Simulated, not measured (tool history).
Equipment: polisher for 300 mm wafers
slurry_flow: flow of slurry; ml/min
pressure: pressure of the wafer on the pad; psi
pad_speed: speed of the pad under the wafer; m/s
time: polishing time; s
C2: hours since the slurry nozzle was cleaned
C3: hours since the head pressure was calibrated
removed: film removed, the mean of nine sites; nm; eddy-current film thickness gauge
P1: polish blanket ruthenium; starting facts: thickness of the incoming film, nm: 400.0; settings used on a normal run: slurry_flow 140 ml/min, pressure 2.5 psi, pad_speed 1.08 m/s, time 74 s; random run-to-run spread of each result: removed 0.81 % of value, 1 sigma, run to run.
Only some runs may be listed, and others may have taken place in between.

Run 1, day 0.338: slurry_flow 140 ml/min, pressure 2.5 psi, pad_speed 1.08 m/s, time 74 s; wafers polished on this pad 248; C2 668; C3 313.4. Result: removed 121.17 nm.
Run 2, day 0.867: slurry_flow 140 ml/min, pressure 2.5 psi, pad_speed 1.08 m/s, time 74 s; wafers polished on this pad 409; C2 680.7; C3 326.1. Result: removed 122.42 nm.
Run 3, day 1.3: slurry_flow 140 ml/min, pressure 3.3 psi, pad_speed 0.6 m/s, time 74 s; wafers polished on this pad 540; C2 691.1; C3 336.5. Result: removed 89.566 nm.
Run 4, day 1.771: slurry_flow 140 ml/min, pressure 2.5 psi, pad_speed 1.08 m/s, time 108 s; wafers polished on this pad 682; C2 702.4; C3 347.8. Result: removed 177.99 nm.
Run 5, day 2.088: slurry_flow 140 ml/min, pressure 2.5 psi, pad_speed 1.08 m/s, time 74 s; wafers polished on this pad 778; C2 710; C3 355.4. Result: removed 120.1 nm.
Run 6, day 2.412: slurry_flow 140 ml/min, pressure 2.5 psi, pad_speed 1.08 m/s, time 74 s; wafers polished on this pad 877; C2 717.8; C3 363.2. Result: removed 121.52 nm.
Run 7, day 2.908: slurry_flow 85 ml/min, pressure 2.5 psi, pad_speed 1.08 m/s, time 74 s; wafers polished on this pad 1027; C2 729.7; C3 375.1. Result: removed 107.68 nm.
Run 8, day 3.221: slurry_flow 205 ml/min, pressure 2.5 psi, pad_speed 1.08 m/s, time 74 s; wafers polished on this pad 1122; C2 737.2; C3 382.6. Result: removed 127.02 nm.
Run 9, day 3.638: slurry_flow 140 ml/min, pressure 3.9 psi, pad_speed 1.08 m/s, time 74 s; wafers polished on this pad 1248; C2 747.2; C3 392.6. Result: removed 186.35 nm.
Run 10, day 4.142: slurry_flow 140 ml/min, pressure 2.5 psi, pad_speed 1.44 m/s, time 74 s; wafers polished on this pad 1401; C2 759.3; C3 404.7. Result: removed 160.46 nm.
Run 11, day 4.533: slurry_flow 140 ml/min, pressure 2.5 psi, pad_speed 1.08 m/s, time 74 s; wafers polished on this pad 1519; C2 768.7; C3 414.1. Result: removed 122.89 nm.
Run 12, day 4.817: slurry_flow 140 ml/min, pressure 2.5 psi, pad_speed 1.64 m/s, time 97 s; wafers polished on this pad 1605; C2 775.5; C3 420.9. Result: removed 241.98 nm.
Run 13, day 5.15: slurry_flow 140 ml/min, pressure 1.1 psi, pad_speed 1.08 m/s, time 74 s; wafers polished on this pad 1706; C2 783.5; C3 428.9. Result: removed 53.527 nm.
Run 14, day 5.438: slurry_flow 140 ml/min, pressure 2.5 psi, pad_speed 1.08 m/s, time 37 s; wafers polished on this pad 1793; C2 790.4; C3 435.8. Result: removed 60.794 nm.
Run 15, day 5.833: slurry_flow 140 ml/min, pressure 2.5 psi, pad_speed 1.08 m/s, time 74 s; wafers polished on this pad 1913; C2 799.9; C3 445.3. Result: removed 121.93 nm.
Run 16, day 6.229: slurry_flow 210 ml/min, pressure 2.5 psi, pad_speed 1.08 m/s, time 108 s; wafers polished on this pad 2033; C2 809.4; C3 454.8. Result: removed 188.04 nm.
Run 17, day 6.771: slurry_flow 140 ml/min, pressure 2.5 psi, pad_speed 0.72 m/s, time 74 s; wafers polished on this pad 2197; C2 822.4; C3 467.8. Result: removed 79.937 nm.
Run 18, day 7.217: slurry_flow 140 ml/min, pressure 2.5 psi, pad_speed 1.08 m/s, time 74 s; wafers polished on this pad 2332; C2 833.1; C3 478.5. Result: removed 119.95 nm.
Run 19, day 7.788: slurry_flow 140 ml/min, pressure 2.5 psi, pad_speed 1.08 m/s, time 74 s; wafers polished on this pad 2505; C2 846.8; C3 492.2. Result: removed 114.43 nm.
Run 20, day 8.142: slurry_flow 140 ml/min, pressure 2.5 psi, pad_speed 1.08 m/s, time 74 s; wafers polished on this pad 2613; C2 855.3; C3 500.7. Result: removed 113.37 nm.
At day 8.4: head pressure recalibrated.
Run 21, day 8.558: slurry_flow 140 ml/min, pressure 2.5 psi, pad_speed 1.08 m/s, time 74 s; wafers polished on this pad 2739; C2 865.3; C3 3.8. Result: removed 113.03 nm.
Run 22, day 9.129: slurry_flow 140 ml/min, pressure 2.5 psi, pad_speed 1.08 m/s, time 74 s; wafers polished on this pad 2912; C2 879; C3 17.5. Result: removed 110.17 nm.
Run 23, day 9.712: slurry_flow 140 ml/min, pressure 2.5 psi, pad_speed 1.08 m/s, time 74 s; wafers polished on this pad 3088; C2 893; C3 31.5. Result: removed 110.68 nm.

Run 24 has not been measured yet. What should we expect?
Run 24, day 9.975: slurry_flow 140 ml/min, pressure 2.5 psi, pad_speed 1.08 m/s, time 74 s; wafers polished on this pad 3168; C2 899.3; C3 37.8. Result: removed ?.

For run 24 the tool returned removed 110.31 nm.
